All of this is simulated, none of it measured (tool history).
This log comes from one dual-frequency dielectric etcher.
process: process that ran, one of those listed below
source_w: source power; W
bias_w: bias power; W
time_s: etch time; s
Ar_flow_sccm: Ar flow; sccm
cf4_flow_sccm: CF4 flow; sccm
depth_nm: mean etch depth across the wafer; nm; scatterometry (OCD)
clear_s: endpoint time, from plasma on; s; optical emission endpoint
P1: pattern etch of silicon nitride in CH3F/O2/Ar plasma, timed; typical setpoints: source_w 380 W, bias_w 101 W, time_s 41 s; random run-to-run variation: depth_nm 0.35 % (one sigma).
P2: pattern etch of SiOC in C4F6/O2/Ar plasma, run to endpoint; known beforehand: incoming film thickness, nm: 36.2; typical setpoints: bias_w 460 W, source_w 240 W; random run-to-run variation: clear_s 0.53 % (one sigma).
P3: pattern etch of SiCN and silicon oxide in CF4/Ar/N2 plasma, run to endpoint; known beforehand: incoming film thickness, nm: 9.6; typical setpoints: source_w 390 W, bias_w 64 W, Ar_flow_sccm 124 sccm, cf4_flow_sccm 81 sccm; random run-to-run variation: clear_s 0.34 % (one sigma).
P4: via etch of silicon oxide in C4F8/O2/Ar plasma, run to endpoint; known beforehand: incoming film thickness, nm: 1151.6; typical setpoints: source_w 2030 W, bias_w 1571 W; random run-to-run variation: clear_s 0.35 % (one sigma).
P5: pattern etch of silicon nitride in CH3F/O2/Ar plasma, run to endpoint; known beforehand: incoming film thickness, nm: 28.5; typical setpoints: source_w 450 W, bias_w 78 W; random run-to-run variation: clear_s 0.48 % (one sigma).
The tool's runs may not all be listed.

Run 1, hour 9: process P1, source_w 380 W, bias_w 101 W, time_s 41 s. Result: depth_nm 31.815 nm.
Run 2, hour 17.7: process P2, source_w 240 W, bias_w 460 W. Result: clear_s 15.736 s.
Run 3, hour 32.2: process P5, source_w 450 W, bias_w 78 W. Result: clear_s 38.416 s.
Run 4, hour 39.1: process P2, source_w 240 W, bias_w 598 W. Result: clear_s 14.128 s.
Run 5, hour 51.5: process P1, source_w 380 W, bias_w 101 W, time_s 41 s. Result: depth_nm 32.028 nm.
Run 6, hour 59.2: process P5, source_w 450 W, bias_w 78 W. Result: clear_s 38.27 s.
Run 7, hour 72.2: process P1, source_w 380 W, bias_w 101 W, time_s 54.5 s. Result: depth_nm 42.302 nm.
Run 8, hour 83.6: process P3, source_w 390 W, bias_w 64 W, Ar_flow_sccm 149 sccm, cf4_flow_sccm 81 sccm. Result: clear_s 14.265 s.
Run 9, hour 97: process P2, source_w 240 W, bias_w 460 W. Result: clear_s 15.672 s.
At hour 103.7: wet clean of the chamber.
Run 10, hour 110.1: process P4, source_w 2030 W, bias_w 1082 W. Result: clear_s 261.16 s.
Run 11, hour 120.7: process P2, source_w 160 W, bias_w 460 W. Result: clear_s 18.157 s.
Run 12, hour 135.3: process P1, source_w 520 W, bias_w 136 W, time_s 41 s. Result: depth_nm 39.994 nm.
Run 13, hour 143.1: process P4, source_w 1530 W, bias_w 1571 W. Result: clear_s 265.07 s.
Run 14, hour 150.4: process P3, source_w 390 W, bias_w 64 W, Ar_flow_sccm 124 sccm, cf4_flow_sccm 81 sccm. Result: clear_s 13.871 s.
Run 15, hour 157.6: process P1, source_w 380 W, bias_w 101 W, time_s 24.5 s. Result: depth_nm 18.99 nm.
Run 16, hour 168.1: process P1, source_w 540 W, bias_w 101 W, time_s 41 s. Result: depth_nm 36.09 nm.
Run 17, hour 180.1: process P3, source_w 390 W, bias_w 44 W, Ar_flow_sccm 124 sccm, cf4_flow_sccm 81 sccm. Result: clear_s 15.558 s.
Run 18, hour 189.6: process P3, source_w 390 W, bias_w 64 W, Ar_flow_sccm 124 sccm, cf4_flow_sccm 50 sccm. Result: clear_s 15.005 s.
At hour 193.3: source power generator calibrated.
Run 19, hour 200: process P1, source_w 380 W, bias_w 68 W, time_s 41 s. Result: depth_nm 27.684 nm.
Run 20, hour 208.9: process P5, source_w 450 W, bias_w 93 W. Result: clear_s 35.729 s.
Run 21, hour 221.4: process P1, source_w 380 W, bias_w 101 W, time_s 41 s. Result: depth_nm 31.741 nm.
Run 22, hour 232.3: process P1, source_w 380 W, bias_w 121 W, time_s 41 s. Result: depth_nm 34.176 nm.
Run 23, hour 240.1: process P1, source_w 380 W, bias_w 101 W, time_s 41 s. Result: depth_nm 31.651 nm.
Run 24, hour 248.2: process P3, source_w 390 W, bias_w 64 W, Ar_flow_sccm 124 sccm, cf4_flow_sccm 81 sccm. Result: clear_s 13.846 s.
At hour 252.5: bias power generator calibrated.
Run 25, hour 258.8: process P5, source_w 620 W, bias_w 78 W. Result: clear_s 33.708 s.
Run 26, hour 268.6: process P1, source_w 300 W, bias_w 101 W, time_s 41 s. Result: depth_nm 29.12 nm.
Run 27, hour 282.1: process P3, source_w 540 W, bias_w 64 W, Ar_flow_sccm 124 sccm, cf4_flow_sccm 81 sccm. Result: clear_s 10.378 s.
Run 28, hour 291.5: process P1, source_w 380 W, bias_w 101 W, time_s 41 s. Result: depth_nm 31.65 nm.
Run 29, hour 305: process P4, source_w 2030 W, bias_w 1571 W. Result: clear_s 235.92 s.
Run 30, hour 318.8: process P1, source_w 380 W, bias_w 101 W, time_s 41 s. Result: depth_nm 31.814 nm.
Run 31, hour 327.4: process P1, source_w 380 W, bias_w 101 W, time_s 41 s. Result: depth_nm 31.879 nm.
Run 32, hour 340.5: process P1, source_w 380 W, bias_w 101 W, time_s 41 s. Result: depth_nm 32.19 nm.
Run 33, hour 348: process P1, source_w 380 W, bias_w 101 W, time_s 41 s. Result: depth_nm 32.217 nm.
Run 34, hour 357.4: process P1, source_w 380 W, bias_w 101 W, time_s 41 s. Result: depth_nm 32.142 nm.
Run 35, hour 367.7: process P1, source_w 380 W, bias_w 101 W, time_s 41 s. Result: depth_nm 32.143 nm.
At hour 372: wet clean of the chamber.
Run 36, hour 378.5: process P1, source_w 380 W, bias_w 101 W, time_s 41 s. Result: depth_nm 32.285 nm.
Run 37, hour 389.2: process P1, source_w 380 W, bias_w 101 W, time_s 41 s. Result: depth_nm 32.348 nm.
Run 38, hour 401.2: process P1, source_w 380 W, bias_w 101 W, time_s 41 s. Result: depth_nm 32.272 nm.
Run 39, hour 411.4: process P1, source_w 380 W, bias_w 101 W, time_s 41 s. Result: depth_nm 32.457 nm.
Run 40, hour 425: process P1, source_w 380 W, bias_w 101 W, time_s 41 s. Result: depth_nm 32.207 nm.
Run 41, hour 436.2: process P1, source_w 380 W, bias_w 101 W, time_s 41 s. Result: depth_nm 32.314 nm.

P1 has crept away from where it was. The log is fitted equally well by each of these 2 causes, at the sizes shown:
A: source power that arrives over what is set, % = 4.78
B: bias power that arrives over what is set, % = 4.8
The process output started creeping at around hour 318.8.
What rules out each remaining cause:
chamber walls in a state that raises the etch rate, %: serviced after onset, at hour 372, with no recovery of the prior output

Consider the 4 single-wafer check runs listed below, results given as question marks: which one distinguishes between the causes by giving clearly different results for each?
Run check 1, hour 447.4: process P4, source_w 2030 W, bias_w 1571 W. Result: clear_s ?.
Run check 2, hour 447.4: process P5, source_w 450 W, bias_w 78 W. Result: clear_s ?.
Run check 3, hour 447.4: process P3, source_w 390 W, bias_w 64 W, Ar_flow_sccm 124 sccm, cf4_flow_sccm 81 sccm. Result: clear_s ?.
Run check 4, hour 447.4: process P2, source_w 240 W, bias_w 460 W. Result: clear_s ?.

How each check would come out, cause by cause:
  check   result    if A    if B
check 1  clear_s  232.02  233.46
check 2  clear_s   37.53  37.583
check 3  clear_s  13.287  13.629
check 4  clear_s  15.459  15.449
Gap, in per cent, between the two causes that each check separates least, read from the result that separates them most: check 1 0.62 %; check 2 0.14 %; check 3 2.54 %; check 4 0.06 %
Check 3 is the one run that separates the causes; every other check would come out nearly the same whichever cause is at work.

Then check 3 was run and gave: clear_s 13.3 s. Which cause is it?

Of the candidate causes, it is A: source power that arrives over what is set, %.
